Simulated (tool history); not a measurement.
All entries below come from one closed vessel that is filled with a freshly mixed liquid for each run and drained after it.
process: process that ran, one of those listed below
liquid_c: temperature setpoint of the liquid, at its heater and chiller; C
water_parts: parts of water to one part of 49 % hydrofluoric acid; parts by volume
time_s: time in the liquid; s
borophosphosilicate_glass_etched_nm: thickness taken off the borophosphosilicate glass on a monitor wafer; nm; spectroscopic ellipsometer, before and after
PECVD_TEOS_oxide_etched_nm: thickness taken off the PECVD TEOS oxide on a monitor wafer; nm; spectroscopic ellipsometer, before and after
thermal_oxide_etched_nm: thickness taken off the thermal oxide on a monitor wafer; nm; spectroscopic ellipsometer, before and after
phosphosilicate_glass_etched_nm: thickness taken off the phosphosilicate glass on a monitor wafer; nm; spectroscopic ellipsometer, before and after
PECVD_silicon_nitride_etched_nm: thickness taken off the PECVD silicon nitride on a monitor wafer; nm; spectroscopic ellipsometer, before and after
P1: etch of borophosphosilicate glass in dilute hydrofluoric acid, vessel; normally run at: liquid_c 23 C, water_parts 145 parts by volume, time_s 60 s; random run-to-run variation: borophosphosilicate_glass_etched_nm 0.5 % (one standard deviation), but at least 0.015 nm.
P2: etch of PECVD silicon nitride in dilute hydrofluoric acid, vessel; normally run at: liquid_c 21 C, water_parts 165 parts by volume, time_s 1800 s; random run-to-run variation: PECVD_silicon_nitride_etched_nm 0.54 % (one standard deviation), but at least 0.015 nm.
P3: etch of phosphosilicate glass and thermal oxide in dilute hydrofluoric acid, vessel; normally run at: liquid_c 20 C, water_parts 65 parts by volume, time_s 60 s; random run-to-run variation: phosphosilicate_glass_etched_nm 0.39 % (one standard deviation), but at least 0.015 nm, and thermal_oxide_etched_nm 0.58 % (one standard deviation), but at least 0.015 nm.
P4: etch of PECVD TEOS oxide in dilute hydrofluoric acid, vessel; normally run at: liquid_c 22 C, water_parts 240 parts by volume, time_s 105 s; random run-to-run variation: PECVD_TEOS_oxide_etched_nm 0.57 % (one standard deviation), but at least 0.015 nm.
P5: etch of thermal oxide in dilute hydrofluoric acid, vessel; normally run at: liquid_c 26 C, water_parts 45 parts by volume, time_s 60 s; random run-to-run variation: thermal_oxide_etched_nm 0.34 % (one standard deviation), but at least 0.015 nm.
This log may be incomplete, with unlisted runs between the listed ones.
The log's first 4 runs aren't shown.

run	day	process	liquid_c	water_parts	time_s	borophosphosilicate_glass_etched_nm	PECVD_TEOS_oxide_etched_nm	thermal_oxide_etched_nm	phosphosilicate_glass_etched_nm	PECVD_silicon_nitride_etched_nm
5	2.221	P5	26	45	105			12.68		
6	2.904	P1	23	145	60	17.392				
7	3.558	P4	27	240	105		10.649			
8	4.004	P1	23	220	30	5.292				
9	4.312	P3	20	105	60			2.4333	98.077	
10	4.658	P4	22	240	105		8.8266			
11	5.054	P3	20	65	60			4.1683	166.49	
12	5.658	P1	18.5	145	60	14.667				
13	6.133	P2	29	165	1800					41.432
14	6.829	P1	28	145	60	21.042				
15	7.317	P1	17	145	30	6.8998				
16	7.688	P3	20	65	110			7.5721	307.93	
17	8.212	P1	23	145	60	17.497				
18	8.529	P1	23	145	60	17.645				
19	9.154	P5	26	45	60			7.2368		
20	9.788	P5	26	65	60			4.917		
21	10.154	P2	21	165	1800					24.936
22	10.825	P2	21	165	930					12.847
23	11.438	P1	23	145	60	17.441				
24	11.992	P5	33.5	45	60			9.7757		
25	12.5	P2	21	165	1800					24.76
26	12.95	P1	23	145	30	8.7098				
27	13.562	P1	23	195	60	12.325				
28	14.233	P2	21	35	1800					113.02

Forecast run 29:
29	14.596	P3	25	65	60			?	?	

thermal_oxide_etched_nm: 4.9961 nm
phosphosilicate_glass_etched_nm: 204.65 nm

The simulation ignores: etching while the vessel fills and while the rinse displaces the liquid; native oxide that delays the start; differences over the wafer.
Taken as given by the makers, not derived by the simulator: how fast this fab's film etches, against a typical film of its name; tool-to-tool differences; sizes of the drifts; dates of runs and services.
